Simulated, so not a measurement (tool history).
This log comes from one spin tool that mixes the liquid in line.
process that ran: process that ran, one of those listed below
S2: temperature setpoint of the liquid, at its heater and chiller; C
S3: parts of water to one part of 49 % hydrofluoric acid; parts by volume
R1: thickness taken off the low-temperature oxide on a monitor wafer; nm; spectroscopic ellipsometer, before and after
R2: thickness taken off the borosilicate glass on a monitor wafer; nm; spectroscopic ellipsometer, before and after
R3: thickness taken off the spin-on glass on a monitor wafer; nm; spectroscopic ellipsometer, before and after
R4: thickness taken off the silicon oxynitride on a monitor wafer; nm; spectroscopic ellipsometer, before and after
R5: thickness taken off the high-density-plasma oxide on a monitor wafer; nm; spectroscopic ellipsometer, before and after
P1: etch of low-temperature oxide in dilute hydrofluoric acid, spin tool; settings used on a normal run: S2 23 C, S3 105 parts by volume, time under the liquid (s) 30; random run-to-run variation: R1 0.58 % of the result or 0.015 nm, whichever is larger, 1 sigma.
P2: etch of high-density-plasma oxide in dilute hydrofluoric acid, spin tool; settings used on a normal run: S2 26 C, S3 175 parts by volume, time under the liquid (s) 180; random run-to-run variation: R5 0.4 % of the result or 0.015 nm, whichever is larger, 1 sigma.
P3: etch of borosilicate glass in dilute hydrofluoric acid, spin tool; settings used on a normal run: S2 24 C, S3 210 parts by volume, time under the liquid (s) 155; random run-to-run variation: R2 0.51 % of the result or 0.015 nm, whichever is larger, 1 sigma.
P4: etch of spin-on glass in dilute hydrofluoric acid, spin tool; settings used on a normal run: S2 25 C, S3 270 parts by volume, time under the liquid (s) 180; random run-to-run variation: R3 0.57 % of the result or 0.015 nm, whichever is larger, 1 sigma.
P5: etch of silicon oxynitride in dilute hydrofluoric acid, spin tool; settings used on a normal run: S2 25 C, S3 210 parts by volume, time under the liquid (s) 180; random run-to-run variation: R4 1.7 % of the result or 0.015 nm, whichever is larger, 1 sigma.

run 1 hour=16.3 | process_that_ran=P1 S2=23 S3=105 time_under_the_liquid_(s)=30 | R1=9.1272
run 2 hour=34.2 | process_that_ran=P1 S2=23 S3=105 time_under_the_liquid_(s)=30 | R1=9.0947
run 3 hour=45.5 | process_that_ran=P1 S2=23 S3=105 time_under_the_liquid_(s)=30 | R1=9.1734
run 4 hour=57.9 | process_that_ran=P3 S2=24 S3=350 time_under_the_liquid_(s)=155 | R2=10.524
run 5 hour=69.7 | process_that_ran=P4 S2=25 S3=270 time_under_the_liquid_(s)=180 | R3=25.092
run 6 hour=82.7 | process_that_ran=P1 S2=23 S3=105 time_under_the_liquid_(s)=30 | R1=9.2051
run 7 hour=93.8 | process_that_ran=P5 S2=25 S3=360 time_under_the_liquid_(s)=180 | R4=0.65597
run 8 hour=111.8 | process_that_ran=P2 S2=26 S3=175 time_under_the_liquid_(s)=355 | R5=10.057
run 9 hour=126 | process_that_ran=P1 S2=23 S3=105 time_under_the_liquid_(s)=30 | R1=9.025
run 10 hour=139.8 | process_that_ran=P4 S2=25 S3=270 time_under_the_liquid_(s)=45 | R3=6.2596
run 11 hour=152.5 | process_that_ran=P4 S2=32 S3=270 time_under_the_liquid_(s)=180 | R3=31.617
run 12 hour=166 | process_that_ran=P5 S2=25 S3=210 time_under_the_liquid_(s)=180 | R4=1.2632
run 13 hour=180.7 | process_that_ran=P5 S2=25 S3=210 time_under_the_liquid_(s)=180 | R4=1.329
-- hour=186.7 thermometer replaced
run 14 hour=195.5 | process_that_ran=P1 S2=23 S3=105 time_under_the_liquid_(s)=15 | R1=4.6154
run 15 hour=204.6 | process_that_ran=P1 S2=23 S3=140 time_under_the_liquid_(s)=30 | R1=6.5967
run 16 hour=218.6 | process_that_ran=P1 S2=23 S3=105 time_under_the_liquid_(s)=30 | R1=9.1446
run 17 hour=236.4 | process_that_ran=P2 S2=26 S3=300 time_under_the_liquid_(s)=180 | R5=2.6183
run 18 hour=249.3 | process_that_ran=P1 S2=23 S3=20 time_under_the_liquid_(s)=30 | R1=53.207
run 19 hour=259.1 | process_that_ran=P2 S2=19 S3=175 time_under_the_liquid_(s)=180 | R5=3.9059
run 20 hour=271.5 | process_that_ran=P5 S2=25 S3=210 time_under_the_liquid_(s)=355 | R4=2.5662
run 21 hour=283.5 | process_that_ran=P5 S2=19.5 S3=210 time_under_the_liquid_(s)=180 | R4=0.96635
run 22 hour=296.7 | process_that_ran=P1 S2=23 S3=105 time_under_the_liquid_(s)=45 | R1=13.762

Run 23 comes next. What will it give?
run 23 hour=307.5 | process_that_ran=P4 S2=25 S3=70 time_under_the_liquid_(s)=180 | R3=?

R3: 121.15 nm
